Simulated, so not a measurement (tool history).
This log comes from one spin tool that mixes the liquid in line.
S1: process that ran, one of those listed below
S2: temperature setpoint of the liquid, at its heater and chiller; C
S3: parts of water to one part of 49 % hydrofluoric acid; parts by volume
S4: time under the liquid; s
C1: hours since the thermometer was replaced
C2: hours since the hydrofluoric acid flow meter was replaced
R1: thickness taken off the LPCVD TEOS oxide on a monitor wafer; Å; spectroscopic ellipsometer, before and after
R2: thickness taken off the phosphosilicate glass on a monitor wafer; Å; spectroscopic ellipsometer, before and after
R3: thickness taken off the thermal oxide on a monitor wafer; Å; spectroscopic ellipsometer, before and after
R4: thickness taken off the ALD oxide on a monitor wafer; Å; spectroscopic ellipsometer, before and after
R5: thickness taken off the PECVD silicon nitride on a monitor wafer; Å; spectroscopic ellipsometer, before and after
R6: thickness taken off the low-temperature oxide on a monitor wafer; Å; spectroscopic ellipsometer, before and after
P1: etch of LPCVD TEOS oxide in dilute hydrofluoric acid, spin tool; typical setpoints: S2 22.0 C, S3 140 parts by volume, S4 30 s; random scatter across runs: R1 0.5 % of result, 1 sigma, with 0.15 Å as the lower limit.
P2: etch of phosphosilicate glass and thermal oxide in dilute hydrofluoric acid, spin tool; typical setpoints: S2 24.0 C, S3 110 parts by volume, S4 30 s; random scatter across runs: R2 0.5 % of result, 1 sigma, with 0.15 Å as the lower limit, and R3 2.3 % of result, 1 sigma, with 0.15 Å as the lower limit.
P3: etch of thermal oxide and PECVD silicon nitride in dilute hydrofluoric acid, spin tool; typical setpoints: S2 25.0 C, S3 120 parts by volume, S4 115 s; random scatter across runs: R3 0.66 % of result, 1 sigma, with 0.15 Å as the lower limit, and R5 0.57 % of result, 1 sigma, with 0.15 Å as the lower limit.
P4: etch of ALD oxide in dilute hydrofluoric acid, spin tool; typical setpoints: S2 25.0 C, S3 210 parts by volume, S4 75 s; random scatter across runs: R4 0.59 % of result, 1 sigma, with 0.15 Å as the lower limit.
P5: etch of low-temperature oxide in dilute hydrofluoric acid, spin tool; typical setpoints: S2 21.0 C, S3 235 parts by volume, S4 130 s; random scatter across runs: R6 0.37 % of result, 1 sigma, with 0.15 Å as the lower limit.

{"run": 1, "day": 0.162, "S1": "P1", "S2": 22.0, "S3": 140, "S4": 30, "C1": 512.5, "C2": 551.7, "R1": 104.31}
{"run": 2, "day": 0.367, "S1": "P1", "S2": 22.0, "S3": 140, "S4": 30, "C1": 517.4, "C2": 556.6, "R1": 104.14}
{"run": 3, "day": 0.617, "S1": "P2", "S2": 24.0, "S3": 110, "S4": 15, "C1": 523.4, "C2": 562.6, "R2": 280.65, "R3": 5.8036}
{"run": 4, "day": 0.883, "S1": "P4", "S2": 25.0, "S3": 210, "S4": 110, "C1": 529.8, "C2": 569.0, "R4": 61.97}
{"run": 5, "day": 1.154, "S1": "P1", "S2": 22.0, "S3": 35, "S4": 30, "C1": 536.3, "C2": 575.5, "R1": 476.56}
{"run": 6, "day": 1.304, "S1": "P3", "S2": 25.0, "S3": 120, "S4": 115, "C1": 539.9, "C2": 579.1, "R3": 45.381, "R5": 57.696}
{"run": 7, "day": 1.612, "S1": "P4", "S2": 25.0, "S3": 210, "S4": 75, "C1": 547.3, "C2": 586.5, "R4": 42.334}
{"run": 8, "day": 1.904, "S1": "P2", "S2": 24.0, "S3": 110, "S4": 30, "C1": 554.3, "C2": 593.5, "R2": 562.16, "R3": 11.916}
{"run": 9, "day": 2.083, "S1": "P1", "S2": 22.0, "S3": 30, "S4": 55, "C1": 558.6, "C2": 597.8, "R1": 1022.3}
{"run": 10, "day": 2.262, "S1": "P1", "S2": 22.0, "S3": 140, "S4": 30, "C1": 562.9, "C2": 602.1, "R1": 105.4}
{"run": 11, "day": 2.546, "S1": "P3", "S2": 25.0, "S3": 120, "S4": 115, "C1": 569.7, "C2": 608.9, "R3": 46.058, "R5": 57.985}
{"run": 12, "day": 2.712, "S1": "P4", "S2": 19.0, "S3": 210, "S4": 75, "C1": 573.7, "C2": 612.9, "R4": 33.606}
{"day": 2.812, "done": "thermometer replaced"}
{"run": 13, "day": 2.867, "S1": "P1", "S2": 18.0, "S3": 140, "S4": 30, "C1": 1.4, "C2": 616.6, "R1": 89.213}
{"run": 14, "day": 3.088, "S1": "P5", "S2": 21.0, "S3": 80, "S4": 130, "C1": 6.7, "C2": 621.9, "R6": 478.33}
{"run": 15, "day": 3.233, "S1": "P1", "S2": 26.5, "S3": 140, "S4": 30, "C1": 10.2, "C2": 625.4, "R1": 125.13}
{"run": 16, "day": 3.462, "S1": "P1", "S2": 22.0, "S3": 140, "S4": 50, "C1": 15.7, "C2": 630.9, "R1": 174.6}
{"run": 17, "day": 3.675, "S1": "P3", "S2": 25.0, "S3": 120, "S4": 55, "C1": 20.8, "C2": 636.0, "R3": 21.741, "R5": 27.719}
{"run": 18, "day": 3.854, "S1": "P1", "S2": 22.0, "S3": 140, "S4": 30, "C1": 25.1, "C2": 640.3, "R1": 104.16}
{"run": 19, "day": 4.058, "S1": "P1", "S2": 28.0, "S3": 95, "S4": 30, "C1": 30.0, "C2": 645.2, "R1": 205.76}
{"run": 20, "day": 4.362, "S1": "P2", "S2": 24.0, "S3": 45, "S4": 30, "C1": 37.3, "C2": 652.5, "R2": 1485.5, "R3": 31.879}
{"run": 21, "day": 4.512, "S1": "P2", "S2": 17.5, "S3": 110, "S4": 30, "C1": 40.9, "C2": 656.1, "R2": 435.38, "R3": 8.8303}
{"run": 22, "day": 4.812, "S1": "P1", "S2": 22.0, "S3": 140, "S4": 30, "C1": 48.1, "C2": 663.3, "R1": 104.61}
{"run": 23, "day": 5.021, "S1": "P4", "S2": 25.0, "S3": 210, "S4": 75, "C1": 53.1, "C2": 668.3, "R4": 42.589}
{"run": 24, "day": 5.188, "S1": "P5", "S2": 21.0, "S3": 235, "S4": 130, "C1": 57.1, "C2": 672.3, "R6": 138.05}
{"run": 25, "day": 5.367, "S1": "P3", "S2": 17.0, "S3": 120, "S4": 115, "C1": 61.4, "C2": 676.6, "R3": 33.16, "R5": 34.115}
{"run": 26, "day": 5.617, "S1": "P4", "S2": 25.0, "S3": 80, "S4": 75, "C1": 67.4, "C2": 682.6, "R4": 129.41}
{"run": 27, "day": 5.754, "S1": "P3", "S2": 25.0, "S3": 185, "S4": 115, "C1": 70.7, "C2": 685.9, "R3": 27.769, "R5": 37.664}
{"run": 28, "day": 5.917, "S1": "P5", "S2": 21.0, "S3": 235, "S4": 40, "C1": 74.6, "C2": 689.8, "R6": 42.064}
{"run": 29, "day": 6.204, "S1": "P2", "S2": 24.0, "S3": 110, "S4": 30, "C1": 81.5, "C2": 696.7, "R2": 562.04, "R3": 11.418}
{"run": 30, "day": 6.429, "S1": "P5", "S2": 17.0, "S3": 235, "S4": 130, "C1": 86.9, "C2": 702.1, "R6": 118.53}
{"run": 31, "day": 6.621, "S1": "P1", "S2": 22.0, "S3": 140, "S4": 30, "C1": 91.5, "C2": 706.7, "R1": 105.05}
{"run": 32, "day": 6.762, "S1": "P1", "S2": 22.0, "S3": 140, "S4": 30, "C1": 94.9, "C2": 710.1, "R1": 105.31}
{"run": 33, "day": 7.042, "S1": "P1", "S2": 22.0, "S3": 255, "S4": 30, "C1": 101.6, "C2": 716.8, "R1": 51.1}
{"run": 34, "day": 7.225, "S1": "P5", "S2": 21.0, "S3": 235, "S4": 130, "C1": 106.0, "C2": 721.2, "R6": 138.27}
{"run": 35, "day": 7.412, "S1": "P1", "S2": 22.0, "S3": 140, "S4": 15, "C1": 110.5, "C2": 725.7, "R1": 52.005}
{"run": 36, "day": 7.721, "S1": "P1", "S2": 22.0, "S3": 140, "S4": 30, "C1": 117.9, "C2": 733.1, "R1": 104.99}
{"run": 37, "day": 7.971, "S1": "P1", "S2": 22.0, "S3": 140, "S4": 30, "C1": 123.9, "C2": 739.1, "R1": 108.39}
{"run": 38, "day": 8.112, "S1": "P1", "S2": 22.0, "S3": 140, "S4": 30, "C1": 127.3, "C2": 742.5, "R1": 110.27}
{"run": 39, "day": 8.325, "S1": "P1", "S2": 22.0, "S3": 140, "S4": 30, "C1": 132.4, "C2": 747.6, "R1": 110.79}
{"run": 40, "day": 8.6, "S1": "P1", "S2": 22.0, "S3": 140, "S4": 30, "C1": 139.0, "C2": 754.2, "R1": 112.11}
{"run": 41, "day": 8.792, "S1": "P1", "S2": 22.0, "S3": 140, "S4": 30, "C1": 143.6, "C2": 758.8, "R1": 112.65}
{"run": 42, "day": 9.042, "S1": "P1", "S2": 22.0, "S3": 140, "S4": 30, "C1": 149.6, "C2": 764.8, "R1": 112.6}

What P1 gives has crept off from where it sat before. The 2 causes that follow fit the log equally well, each at the size noted:
A: hydrofluoric acid flow above the setpoint (%) = 6.04
B: liquid hotter than its thermometer reads (K) = 1.74
The onset of the drift is placed at about day 7.721.

Listed below are the offered check runs, one wafer per run, with question marks in place of results. For which of them would the causes give clearly different outcomes?
{"run": "check 1", "day": 9.292, "S1": "P3", "S2": 25.0, "S3": 120, "S4": 115, "R3": "?", "R5": "?"}
{"run": "check 2", "day": 9.292, "S1": "P2", "S2": 24.0, "S3": 110, "S4": 30, "R2": "?", "R3": "?"}
{"run": "check 3", "day": 9.292, "S1": "P4", "S2": 25.0, "S3": 210, "S4": 75, "R4": "?"}
{"run": "check 4", "day": 9.292, "S1": "P5", "S2": 21.0, "S3": 235, "S4": 130, "R6": "?"}

Check results expected under each cause:
check=check_1 result=R3 if_A=48.9000 if_B=48.8830
check=check_1 result=R5 if_A=61.556 if_B=64.953
check=check_2 result=R2 if_A=601.25 if_B=602.19
check=check_2 result=R3 if_A=12.7020 if_B=12.7220
check=check_3 result=R4 if_A=45.471 if_B=45.056
check=check_4 result=R6 if_A=148.040 if_B=146.960
Per check, the gap between the least separated pair of causes, taken in the result that splits them most: check 1 5.37 %; check 2 0.16 %; check 3 0.92 %; check 4 0.73 %
Check 1 tells the causes apart: in the others they would give nearly the same result.

Check 1 has now been run. It gave: R3 49.1310 Å; R5 61.145 Å. Which of the candidate causes is it?

The correct cause is A, namely: hydrofluoric acid flow above the setpoint (%).

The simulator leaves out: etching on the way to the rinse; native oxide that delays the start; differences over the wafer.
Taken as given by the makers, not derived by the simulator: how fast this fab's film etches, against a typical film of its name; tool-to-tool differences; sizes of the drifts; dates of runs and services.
